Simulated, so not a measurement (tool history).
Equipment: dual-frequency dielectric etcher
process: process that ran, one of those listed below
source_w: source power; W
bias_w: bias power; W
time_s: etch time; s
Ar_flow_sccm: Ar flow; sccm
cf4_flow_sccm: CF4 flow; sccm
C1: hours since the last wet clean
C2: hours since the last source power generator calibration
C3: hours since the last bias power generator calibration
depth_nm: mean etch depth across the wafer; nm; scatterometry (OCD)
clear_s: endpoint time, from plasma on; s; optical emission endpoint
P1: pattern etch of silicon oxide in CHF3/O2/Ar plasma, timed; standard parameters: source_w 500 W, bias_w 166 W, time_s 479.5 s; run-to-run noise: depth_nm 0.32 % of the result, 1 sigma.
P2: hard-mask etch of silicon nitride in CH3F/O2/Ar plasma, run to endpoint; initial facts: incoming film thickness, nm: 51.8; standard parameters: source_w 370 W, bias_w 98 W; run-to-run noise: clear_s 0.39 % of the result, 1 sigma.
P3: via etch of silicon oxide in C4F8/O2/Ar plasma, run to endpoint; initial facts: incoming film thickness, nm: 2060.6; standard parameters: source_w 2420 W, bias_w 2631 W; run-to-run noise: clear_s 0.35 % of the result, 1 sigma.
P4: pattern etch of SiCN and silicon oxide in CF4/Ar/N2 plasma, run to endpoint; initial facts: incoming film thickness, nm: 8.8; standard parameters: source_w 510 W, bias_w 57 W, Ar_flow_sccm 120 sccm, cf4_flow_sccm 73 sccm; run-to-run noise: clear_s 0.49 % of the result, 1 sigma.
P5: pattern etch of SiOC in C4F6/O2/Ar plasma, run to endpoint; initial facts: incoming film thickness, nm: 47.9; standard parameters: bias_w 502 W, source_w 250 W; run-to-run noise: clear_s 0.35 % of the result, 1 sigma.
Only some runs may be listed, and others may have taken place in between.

Run 1, hour 9.3: process P1, source_w 500 W, bias_w 166 W, time_s 479.5 s; C1 157.5; C2 867.4; C3 1690. Result: depth_nm 871.64 nm.
Run 2, hour 14.3: process P5, source_w 250 W, bias_w 306 W; C1 162.5; C2 872.4; C3 1695. Result: clear_s 22.512 s.
Run 3, hour 23: process P2, source_w 370 W, bias_w 98 W; C1 171.2; C2 881.1; C3 1703.7. Result: clear_s 68.536 s.
Run 4, hour 32.4: process P2, source_w 370 W, bias_w 69 W; C1 180.6; C2 890.5; C3 1713.1. Result: clear_s 76.992 s.
Run 5, hour 42.4: process P4, source_w 510 W, bias_w 57 W, Ar_flow_sccm 120 sccm, cf4_flow_sccm 53 sccm; C1 190.6; C2 900.5; C3 1723.1. Result: clear_s 10.336 s.
Run 6, hour 48.1: process P1, source_w 600 W, bias_w 166 W, time_s 479.5 s; C1 196.3; C2 906.2; C3 1728.8. Result: depth_nm 928.78 nm.
Run 7, hour 56.3: process P1, source_w 500 W, bias_w 166 W, time_s 479.5 s; C1 204.5; C2 914.4; C3 1737. Result: depth_nm 875.52 nm.
At hour 59.4: source power generator calibrated.
Run 8, hour 65.8: process P3, source_w 2420 W, bias_w 2631 W; C1 214; C2 6.5; C3 1746.5. Result: clear_s 348.29 s.
Run 9, hour 75.8: process P1, source_w 500 W, bias_w 166 W, time_s 263.5 s; C1 224; C2 16.5; C3 1756.5. Result: depth_nm 477.33 nm.
Run 10, hour 84.5: process P4, source_w 510 W, bias_w 76 W, Ar_flow_sccm 120 sccm, cf4_flow_sccm 73 sccm; C1 232.7; C2 25.2; C3 1765.2. Result: clear_s 8.9921 s.
Run 11, hour 94.4: process P4, source_w 620 W, bias_w 57 W, Ar_flow_sccm 120 sccm, cf4_flow_sccm 73 sccm; C1 242.6; C2 35.1; C3 1775.1. Result: clear_s 8.2221 s.
Run 12, hour 102.9: process P1, source_w 500 W, bias_w 166 W, time_s 479.5 s; C1 251.1; C2 43.6; C3 1783.6. Result: depth_nm 865.93 nm.
Run 13, hour 109.3: process P1, source_w 500 W, bias_w 235 W, time_s 479.5 s; C1 257.5; C2 50; C3 1790. Result: depth_nm 984.79 nm.
Run 14, hour 114.8: process P1, source_w 500 W, bias_w 166 W, time_s 479.5 s; C1 263; C2 55.5; C3 1795.5. Result: depth_nm 874.32 nm.
Run 15, hour 122.9: process P3, source_w 3430 W, bias_w 2631 W; C1 271.1; C2 63.6; C3 1803.6. Result: clear_s 305.27 s.
Run 16, hour 129: process P2, source_w 230 W, bias_w 98 W; C1 277.2; C2 69.7; C3 1809.7. Result: clear_s 81.407 s.
Run 17, hour 136.3: process P1, source_w 500 W, bias_w 124 W, time_s 479.5 s; C1 284.5; C2 77; C3 1817. Result: depth_nm 790.97 nm.
Run 18, hour 146.6: process P5, source_w 250 W, bias_w 502 W; C1 294.8; C2 87.3; C3 1827.3. Result: clear_s 18.83 s.
At hour 146.9: wet clean of the chamber.
Run 19, hour 153.5: process P1, source_w 590 W, bias_w 103 W, time_s 479.5 s; C1 6.6; C2 94.2; C3 1834.2. Result: depth_nm 801.63 nm.
Run 20, hour 160.3: process P5, source_w 250 W, bias_w 502 W; C1 13.4; C2 101; C3 1841. Result: clear_s 18.87 s.
Run 21, hour 166.6: process P3, source_w 2420 W, bias_w 3475 W; C1 19.7; C2 107.3; C3 1847.3. Result: clear_s 321.03 s.
Run 22, hour 173.2: process P4, source_w 510 W, bias_w 57 W, Ar_flow_sccm 120 sccm, cf4_flow_sccm 73 sccm; C1 26.3; C2 113.9; C3 1853.9. Result: clear_s 9.7751 s.
Run 23, hour 178.6: process P4, source_w 510 W, bias_w 57 W, Ar_flow_sccm 95 sccm, cf4_flow_sccm 73 sccm; C1 31.7; C2 119.3; C3 1859.3. Result: clear_s 9.4709 s.
Run 24, hour 185.9: process P1, source_w 500 W, bias_w 166 W, time_s 628 s; C1 39; C2 126.6; C3 1866.6. Result: depth_nm 1140.7 nm.
Run 25, hour 193.7: process P1, source_w 500 W, bias_w 166 W, time_s 479.5 s; C1 46.8; C2 134.4; C3 1874.4. Result: depth_nm 871.21 nm.
Run 26, hour 201.4: process P1, source_w 300 W, bias_w 166 W, time_s 479.5 s; C1 54.5; C2 142.1; C3 1882.1. Result: depth_nm 719.21 nm.
Run 27, hour 207.2: process P5, source_w 180 W, bias_w 502 W; C1 60.3; C2 147.9; C3 1887.9. Result: clear_s 21.253 s.
Run 28, hour 216.5: process P4, source_w 510 W, bias_w 57 W, Ar_flow_sccm 120 sccm, cf4_flow_sccm 73 sccm; C1 69.6; C2 157.2; C3 1897.2. Result: clear_s 9.7038 s.
Run 29, hour 221.1: process P1, source_w 500 W, bias_w 166 W, time_s 479.5 s; C1 74.2; C2 161.8; C3 1901.8. Result: depth_nm 874.6 nm.
Run 30, hour 228.6: process P1, source_w 500 W, bias_w 166 W, time_s 479.5 s; C1 81.7; C2 169.3; C3 1909.3. Result: depth_nm 866.01 nm.
Run 31, hour 236.9: process P1, source_w 500 W, bias_w 166 W, time_s 479.5 s; C1 90; C2 177.6; C3 1917.6. Result: depth_nm 865.85 nm.
Run 32, hour 246.2: process P1, source_w 500 W, bias_w 166 W, time_s 479.5 s; C1 99.3; C2 186.9; C3 1926.9. Result: depth_nm 858.98 nm.
Run 33, hour 253.4: process P1, source_w 500 W, bias_w 166 W, time_s 479.5 s; C1 106.5; C2 194.1; C3 1934.1. Result: depth_nm 861.01 nm.
At hour 259.6: wet clean of the chamber.
Run 34, hour 261.7: process P1, source_w 500 W, bias_w 166 W, time_s 479.5 s; C1 2.1; C2 202.4; C3 1942.4. Result: depth_nm 857.17 nm.
Run 35, hour 266.9: process P1, source_w 500 W, bias_w 166 W, time_s 479.5 s; C1 7.3; C2 207.6; C3 1947.6. Result: depth_nm 854.85 nm.
Run 36, hour 273.6: process P1, source_w 500 W, bias_w 166 W, time_s 479.5 s; C1 14; C2 214.3; C3 1954.3. Result: depth_nm 854.47 nm.
Run 37, hour 281.5: process P1, source_w 500 W, bias_w 166 W, time_s 479.5 s; C1 21.9; C2 222.2; C3 1962.2. Result: depth_nm 858.47 nm.

P1 has crept away from where it was. The log is fitted equally well by each of these 2 causes, at the sizes shown:
A: source power that arrives under what is set, % = 4.13
B: bias power that arrives under what is set, % = 4.73
The gradual shift began around hour 221.1.
Each remaining cause and why it is not a fit:
chamber walls in a state that lowers the etch rate, %: serviced at hour 259.6, which brought nothing back

Consider the 4 check runs below, whose results appear as question marks and each of which averages 3 wafers. Which one distinguishes the causes, in that each cause would give it a clearly different result?
Run check 1, hour 289.4: process P3, source_w 3270 W, bias_w 3173 W. Result: clear_s ?.
Run check 2, hour 289.4: process P4, source_w 510 W, bias_w 74 W, Ar_flow_sccm 120 sccm, cf4_flow_sccm 73 sccm. Result: clear_s ?.
Run check 3, hour 289.4: process P5, source_w 190 W, bias_w 502 W. Result: clear_s ?.
Run check 4, hour 289.4: process P2, source_w 240 W, bias_w 83 W. Result: clear_s ?.

Expected result of each check under each candidate cause:
  check   result    if A    if B
check 1  clear_s  297.76   297.2
check 2  clear_s  9.3446  9.1545
check 3  clear_s  21.081  21.151
check 4  clear_s  86.596  86.767
How far apart the two closest causes lie, in the result that separates them most: check 1 0.19 %; check 2 2.06 %; check 3 0.33 %; check 4 0.2 %
Check 2 distinguishes between the causes, while the remaining checks would return nearly the same result for all of them.

Then check 2 was run and gave: clear_s 9.3894 s. Which cause is it?

The correct cause is A, namely: source power that arrives under what is set, %.
